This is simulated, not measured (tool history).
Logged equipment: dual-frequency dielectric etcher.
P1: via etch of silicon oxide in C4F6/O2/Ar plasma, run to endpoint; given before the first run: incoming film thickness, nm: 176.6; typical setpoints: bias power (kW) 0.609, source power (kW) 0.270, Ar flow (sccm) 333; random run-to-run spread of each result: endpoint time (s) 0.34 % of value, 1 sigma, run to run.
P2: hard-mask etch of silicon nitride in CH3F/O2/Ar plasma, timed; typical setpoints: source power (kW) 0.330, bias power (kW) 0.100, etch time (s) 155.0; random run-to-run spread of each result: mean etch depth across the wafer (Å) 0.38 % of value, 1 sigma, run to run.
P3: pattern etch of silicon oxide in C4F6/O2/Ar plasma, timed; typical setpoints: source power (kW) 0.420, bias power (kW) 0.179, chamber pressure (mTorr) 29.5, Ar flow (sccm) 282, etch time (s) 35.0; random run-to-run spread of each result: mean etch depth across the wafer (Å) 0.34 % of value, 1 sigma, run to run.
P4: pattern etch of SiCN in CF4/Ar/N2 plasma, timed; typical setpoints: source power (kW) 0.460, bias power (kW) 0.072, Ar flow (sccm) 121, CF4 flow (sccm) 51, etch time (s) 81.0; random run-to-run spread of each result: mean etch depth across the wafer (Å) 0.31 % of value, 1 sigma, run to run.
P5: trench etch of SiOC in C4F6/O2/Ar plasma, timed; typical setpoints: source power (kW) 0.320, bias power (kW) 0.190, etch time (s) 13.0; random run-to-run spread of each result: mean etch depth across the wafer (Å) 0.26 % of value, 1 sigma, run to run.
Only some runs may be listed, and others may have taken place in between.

run,hour,process that ran,bias power (kW),source power (kW),Ar flow (sccm),etch time (s),CF4 flow (sccm),chamber pressure (mTorr),hours since the last wet clean,hours since the last bias power generator calibration,hours since the last source power generator calibration,hours since the last Ar flow controller change,endpoint time (s),mean etch depth across the wafer (Å)
1,4.5,P1,0.609,0.270,333,,,,345.7,1446.5,2560.1,512.9,43.491,
2,10.9,P5,0.190,0.320,,19.5,,,352.1,1452.9,2566.5,519.3,,365.21
3,17.8,P4,0.072,0.460,121,112.5,51,,359.0,1459.8,2573.4,526.2,,921.10
4,22.4,P1,0.609,0.270,460,,,,363.6,1464.4,2578.0,530.8,45.242,
5,28.4,P5,0.190,0.320,,13.0,,,369.6,1470.4,2584.0,536.8,,245.22
6,35.0,P1,0.482,0.270,333,,,,376.2,1477.0,2590.6,543.4,47.682,
7,44.8,P3,0.247,0.420,282,35.0,,29.5,386.0,1486.8,2600.4,553.2,,1243.50
8,51.3,P3,0.179,0.420,282,35.0,,37.0,392.5,1493.3,2606.9,559.7,,1092.30
9,60.9,P4,0.072,0.270,121,81.0,51,,402.1,1502.9,2616.5,569.3,,419.56
10,67.5,P1,0.609,0.270,333,,,,408.7,1509.5,2623.1,575.9,43.349,
# hour 71.7: Ar flow controller replaced
# hour 75.9: bias power generator calibrated
11,76.3,P3,0.179,0.420,282,22.5,,29.5,417.5,0.5,2631.9,4.6,,723.63
12,83.0,P5,0.190,0.200,,13.0,,,424.2,7.2,2638.6,11.3,,205.37
13,89.0,P4,0.043,0.460,121,81.0,51,,430.2,13.2,2644.6,17.3,,555.14
14,97.3,P2,0.100,0.460,,155.0,,,438.5,21.5,2652.9,25.6,,1323.50
15,105.0,P3,0.179,0.520,282,35.0,,29.5,446.2,29.2,2660.6,33.3,,1215.20
16,110.4,P1,0.609,0.210,333,,,,451.6,34.6,2666.0,38.7,47.463,
17,119.8,P1,0.609,0.270,263,,,,461.0,44.0,2675.4,48.1,42.243,
18,128.3,P4,0.072,0.460,121,81.0,62,,469.5,52.5,2683.9,56.6,,686.39
19,135.6,P1,0.609,0.210,424,,,,476.8,59.8,2691.2,63.9,48.858,
20,145.3,P3,0.179,0.420,175,35.0,,29.5,486.5,69.5,2700.9,73.6,,1175.10
21,154.8,P5,0.190,0.320,,13.0,,,496.0,79.0,2710.4,83.1,,244.05
22,161.3,P3,0.179,0.420,282,35.0,,29.5,502.5,85.5,2716.9,89.6,,1117.10
23,170.9,P1,0.609,0.340,333,,,,512.1,95.1,2726.5,99.2,39.965,
24,179.4,P4,0.072,0.460,168,81.0,51,,520.6,103.6,2735.0,107.7,,627.77
25,189.0,P1,0.609,0.270,333,,,,530.2,113.2,2744.6,117.3,43.522,
26,194.2,P1,0.609,0.270,333,,,,535.4,118.4,2749.8,122.5,43.391,
27,203.8,P1,0.786,0.270,333,,,,545.0,128.0,2759.4,132.1,39.035,
28,208.2,P2,0.100,0.330,,120.5,,,549.4,132.4,2763.8,136.5,,899.78
29,215.3,P2,0.100,0.330,,155.0,,,556.5,139.5,2770.9,143.6,,1165.00
30,224.6,P5,0.254,0.320,,13.0,,,565.8,148.8,2780.2,152.9,,269.13
31,234.3,P2,0.100,0.330,,155.0,,,575.5,158.5,2789.9,162.6,,1166.80
32,241.6,P4,0.072,0.460,121,81.0,51,,582.8,165.8,2797.2,169.9,,669.53
33,251.5,P4,0.072,0.460,121,81.0,51,,592.7,175.7,2807.1,179.8,,666.09
34,260.8,P2,0.140,0.330,,155.0,,,602.0,185.0,2816.4,189.1,,1323.10
35,269.3,P1,0.609,0.270,333,,,,610.5,193.5,2824.9,197.6,43.416,
36,277.6,P1,0.609,0.270,333,,,,618.8,201.8,2833.2,205.9,43.572,
37,282.2,P1,0.609,0.270,333,,,,623.4,206.4,2837.8,210.5,43.666,
38,291.8,P1,0.609,0.270,333,,,,633.0,216.0,2847.4,220.1,43.955,
39,299.0,P1,0.609,0.270,333,,,,640.2,223.2,2854.6,227.3,44.026,
40,306.2,P1,0.609,0.270,333,,,,647.4,230.4,2861.8,234.5,44.241,
# hour 307.3: Ar flow controller replaced
# hour 309.6: wet clean of the chamber
41,314.5,P1,0.609,0.270,333,,,,4.9,238.7,2870.1,7.2,44.327,
42,323.1,P1,0.609,0.270,333,,,,13.5,247.3,2878.7,15.8,44.251,

What P1 gives has crept away from where it was. These 2 causes fit the log equally well, each at the size given:
A: source power that arrives under what is set, % = 4.58
B: bias power that arrives under what is set, % = 4.28
The gradual shift began around hour 269.3.
What rules out each remaining cause:
chamber walls in a state that lowers the etch rate, %: maintenance at hour 309.6, after the shift began, did not return the process to its former output
Ar flow that arrives over what is set, %: maintenance at hour 307.3, after the shift began, did not return the process to its former output

Of the 4 check runs listed below, each run on one wafer and each result written as a question mark, which would let you distinguish the listed causes because they would give clearly different results?
check 1,331.7,P3,0.179,0.420,282,35.0,,29.5,,,,,,?
check 2,331.7,P5,0.190,0.320,,13.0,,,,,,,,?
check 3,331.7,P2,0.100,0.330,,155.0,,,,,,,,?
check 4,331.7,P4,0.072,0.460,121,81.0,51,,,,,,,?

What each check would give under each cause:
check,result,if A,if B
check 1,mean etch depth across the wafer (Å),1100.20,1105.20
check 2,mean etch depth across the wafer (Å),240.09,241.03
check 3,mean etch depth across the wafer (Å),1146.20,1147.60
check 4,mean etch depth across the wafer (Å),639.49,655.25
How far apart the two closest causes lie, in the result that separates them most: check 1 0.46 %; check 2 0.39 %; check 3 0.12 %; check 4 2.43 %
Of the check runs offered, only check 4 discriminates between the causes; the rest would read about the same regardless of which cause applies.

Here is what check 4 returned: mean etch depth across the wafer (Å) 639.19. Which cause is it?

Of the candidate causes, it is A: source power that arrives under what is set, %.
